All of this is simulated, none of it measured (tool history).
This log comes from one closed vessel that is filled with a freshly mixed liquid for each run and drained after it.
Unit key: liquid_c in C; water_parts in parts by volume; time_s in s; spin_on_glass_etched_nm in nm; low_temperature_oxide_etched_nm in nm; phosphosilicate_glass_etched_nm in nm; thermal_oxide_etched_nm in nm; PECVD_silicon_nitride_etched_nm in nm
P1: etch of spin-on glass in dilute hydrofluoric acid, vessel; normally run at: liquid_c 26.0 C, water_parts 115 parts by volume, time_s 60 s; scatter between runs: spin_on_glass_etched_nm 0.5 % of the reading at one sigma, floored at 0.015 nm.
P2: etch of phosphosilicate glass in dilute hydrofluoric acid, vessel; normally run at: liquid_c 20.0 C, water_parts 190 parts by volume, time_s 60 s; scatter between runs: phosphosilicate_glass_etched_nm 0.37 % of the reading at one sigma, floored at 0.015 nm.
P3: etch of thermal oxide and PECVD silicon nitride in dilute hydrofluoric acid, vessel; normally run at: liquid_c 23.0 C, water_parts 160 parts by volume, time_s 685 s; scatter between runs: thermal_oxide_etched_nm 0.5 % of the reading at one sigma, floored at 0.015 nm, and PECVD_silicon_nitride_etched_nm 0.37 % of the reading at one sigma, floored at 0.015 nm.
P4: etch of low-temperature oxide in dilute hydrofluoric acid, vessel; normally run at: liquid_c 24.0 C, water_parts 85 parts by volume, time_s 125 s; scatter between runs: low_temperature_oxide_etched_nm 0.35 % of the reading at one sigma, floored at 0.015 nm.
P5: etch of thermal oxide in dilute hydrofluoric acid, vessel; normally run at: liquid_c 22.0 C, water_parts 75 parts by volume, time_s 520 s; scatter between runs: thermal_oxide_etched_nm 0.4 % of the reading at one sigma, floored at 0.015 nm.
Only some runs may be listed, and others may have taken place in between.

run	day	process	liquid_c	water_parts	time_s	spin_on_glass_etched_nm	low_temperature_oxide_etched_nm	phosphosilicate_glass_etched_nm	thermal_oxide_etched_nm	PECVD_silicon_nitride_etched_nm
1	0.358	P1	26.0	115	60	14.3670				
2	0.779	P4	24.0	85	125		54.072			
3	1.092	P2	20.0	190	60			35.792		
4	1.483	P3	23.0	160	685				18.9720	10.4000
5	1.683	P1	26.0	115	60	14.2710				
6	2.033	P4	24.0	125	125		35.354			
7	2.288	P1	19.5	115	60	11.0310				
# day 2.388: hydrofluoric acid flow meter replaced
8	2.529	P1	26.0	115	60	14.3020				
9	2.812	P4	24.0	85	30		13.000			
10	3.112	P2	17.0	190	60			31.727		
11	3.483	P1	26.0	115	60	14.4090				
12	3.888	P3	31.5	160	685				25.7320	17.7030
13	4.258	P5	28.0	75	520				38.9220	
14	4.538	P1	20.5	115	110	20.9680				
15	4.762	P1	33.0	115	60	18.3010				
16	5.125	P1	26.0	115	60	14.2730				
17	5.408	P5	22.0	75	520				30.5420	
18	5.792	P1	26.0	205	60	7.1814				
19	6.200	P3	23.0	160	90				2.4942	1.3870
20	6.604	P1	26.0	115	30	7.1508				
21	6.983	P5	22.0	75	1030				60.6380	
22	7.212	P3	23.0	260	685				10.5390	6.4489
23	7.525	P5	22.0	45	520				52.7600	
24	7.750	P1	26.0	115	105	25.2370				
25	8.150	P4	17.0	85	125		40.649			
26	8.350	P2	20.0	190	115			68.607		
27	8.579	P5	22.0	75	520				30.4940	
28	8.938	P1	26.0	55	60	32.1390				
29	9.283	P1	33.5	60	60	39.3920				
30	9.533	P2	20.0	80	60			94.997		
31	9.862	P1	26.0	115	60	14.3440				
32	10.104	P1	26.0	115	60	13.8930				

The next listed run, before its measurement:
33	10.504	P1	26.0	115	60	?				

{"run 33": {"spin_on_glass_etched_nm": 13.45}}
